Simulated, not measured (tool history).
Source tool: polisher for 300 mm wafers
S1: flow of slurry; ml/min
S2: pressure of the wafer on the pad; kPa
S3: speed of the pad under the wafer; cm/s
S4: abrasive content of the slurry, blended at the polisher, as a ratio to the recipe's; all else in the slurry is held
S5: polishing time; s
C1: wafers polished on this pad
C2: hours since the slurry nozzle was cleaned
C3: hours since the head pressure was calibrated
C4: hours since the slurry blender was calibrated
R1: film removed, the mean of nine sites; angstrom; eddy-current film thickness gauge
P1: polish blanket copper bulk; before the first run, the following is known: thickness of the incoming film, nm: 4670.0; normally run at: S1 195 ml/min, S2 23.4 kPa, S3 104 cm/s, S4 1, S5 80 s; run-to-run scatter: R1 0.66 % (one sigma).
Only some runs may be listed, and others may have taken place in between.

| run | hour | S1 | S2 | S3 | S4 | S5 | C1 | C2 | C3 | C4 | R1 |
|---|---|---|---|---|---|---|---|---|---|---|---|
| 1 | 9.8 | 195 | 23.4 | 104 | 1 | 80 | 601 | 131.1 | 92.3 | 103.9 | 8976.1 |
| 2 | 19.7 | 195 | 23.4 | 104 | 1 | 80 | 714 | 141 | 102.2 | 113.8 | 8821.8 |
| 3 | 29.8 | 195 | 23.4 | 104 | 1.4 | 80 | 830 | 151.1 | 112.3 | 123.9 | 9515.4 |
| 4 | 35.3 | 295 | 23.4 | 104 | 1 | 80 | 893 | 156.6 | 117.8 | 129.4 | 9355.1 |
| 5 | 42.6 | 195 | 23.4 | 104 | 0.5 | 80 | 977 | 163.9 | 125.1 | 136.7 | 7731.5 |
|  | 43.3 | slurry blender recalibrated |
| 6 | 48.4 | 195 | 23.4 | 104 | 1 | 80 | 1043 | 169.7 | 130.9 | 5.2 | 8899.4 |
| 7 | 54 | 195 | 23.4 | 104 | 1 | 40 | 1107 | 175.3 | 136.5 | 10.8 | 4438.6 |
| 8 | 62.5 | 115 | 23.4 | 104 | 1 | 80 | 1204 | 183.8 | 145 | 19.3 | 8242.4 |
| 9 | 68.2 | 195 | 23.4 | 104 | 1 | 104 | 1270 | 189.5 | 150.7 | 25 | 11589 |
| 10 | 78.5 | 195 | 10.3 | 104 | 1 | 80 | 1388 | 199.8 | 161 | 35.3 | 3903 |
| 11 | 87 | 195 | 33.1 | 104 | 1 | 80 | 1485 | 208.3 | 169.5 | 43.8 | 12626 |
| 12 | 94.5 | 195 | 23.4 | 138 | 1.25 | 80 | 1571 | 215.8 | 177 | 51.3 | 12363 |
| 13 | 100.6 | 195 | 23.4 | 104 | 1 | 80 | 1641 | 221.9 | 183.1 | 57.4 | 8925.1 |
| 14 | 110.6 | 195 | 23.4 | 104 | 1 | 80 | 1755 | 231.9 | 193.1 | 67.4 | 9010.6 |
|  | 115.6 | worn pad replaced by a new one |
| 15 | 120.2 | 195 | 23.4 | 52 | 1 | 80 | 53 | 241.5 | 202.7 | 77 | 4438.4 |
| 16 | 126.7 | 195 | 23.4 | 104 | 1 | 80 | 127 | 248 | 209.2 | 83.5 | 8740.3 |
| 17 | 133.4 | 195 | 23.4 | 164 | 1 | 80 | 204 | 254.7 | 215.9 | 90.2 | 14115 |
| 18 | 141.3 | 195 | 23.4 | 104 | 1 | 80 | 295 | 262.6 | 223.8 | 98.1 | 8863.5 |
| 19 | 145.9 | 195 | 23.4 | 104 | 1 | 80 | 347 | 267.2 | 228.4 | 102.7 | 8857 |
| 20 | 151.3 | 195 | 23.4 | 104 | 1 | 80 | 409 | 272.6 | 233.8 | 108.1 | 8625 |
| 21 | 161.3 | 195 | 23.4 | 104 | 1 | 80 | 524 | 282.6 | 243.8 | 118.1 | 8598.8 |
| 22 | 168.5 | 195 | 23.4 | 104 | 1 | 80 | 606 | 289.8 | 251 | 125.3 | 8511.6 |
| 23 | 175.5 | 195 | 23.4 | 104 | 1 | 80 | 686 | 296.8 | 258 | 132.3 | 8327.6 |
|  | 177.1 | worn pad replaced by a new one |
| 24 | 183.9 | 195 | 23.4 | 104 | 1 | 80 | 78 | 305.2 | 266.4 | 140.7 | 8489.3 |
|  | 186.7 | slurry blender recalibrated |
| 25 | 189.5 | 195 | 23.4 | 104 | 1 | 80 | 142 | 310.8 | 272 | 2.8 | 8398.6 |
| 26 | 198.3 | 195 | 23.4 | 104 | 1 | 80 | 243 | 319.6 | 280.8 | 11.6 | 8246.8 |
| 27 | 204 | 195 | 23.4 | 104 | 1 | 80 | 308 | 325.3 | 286.5 | 17.3 | 8304.3 |

What P1 gives has crept away from where it was. These 2 causes fit the log equally well, each at the size given:
A: head's pressure below its setpoint, % = 5.92
B: slurry flow missing at the pad, % = 31.4
The gradual shift began around hour 141.3.
The rest of the possible causes, and what rules out each one:
removal rate lost through wear of the pad, %: maintenance at hour 177.1, after the shift began, did not return the process to its former output
abrasive missing from the slurry, %: maintenance at hour 186.7, after the shift began, did not return the process to its former output

The list below offers 4 check runs, each averaging the results of 2 wafers, and shows each result as a question mark. For which of them would the listed causes give clearly different results?
| check 1 | 209.7 | 195 | 31.7 | 104 | 1 | 80 |  |  |  |  | ? |
| check 2 | 209.7 | 195 | 23.4 | 156 | 1 | 80 |  |  |  |  | ? |
| check 3 | 209.7 | 195 | 11.7 | 104 | 0.55 | 80 |  |  |  |  | ? |
| check 4 | 209.7 | 115 | 13.1 | 104 | 1 | 80 |  |  |  |  | ? |

How each check would come out, cause by cause:
| check | result | if A | if B |
|---|---|---|---|
| check 1 | R1 | 11313 | 11312 |
| check 2 | R1 | 12543 | 12542 |
| check 3 | R1 | 3695.2 | 3695.1 |
| check 4 | R1 | 4261.3 | 4105.1 |
How far apart the two closest causes lie, in the result that separates them most: check 1 0 %; check 2 0 %; check 3 0 %; check 4 3.74 %
The causes can be told apart only by check 4. The other checks would give nearly the same results under each of them.

Here is what check 4 returned: R1 4114.7 angstrom. Which cause is it?

The cause is B: slurry flow missing at the pad, %.
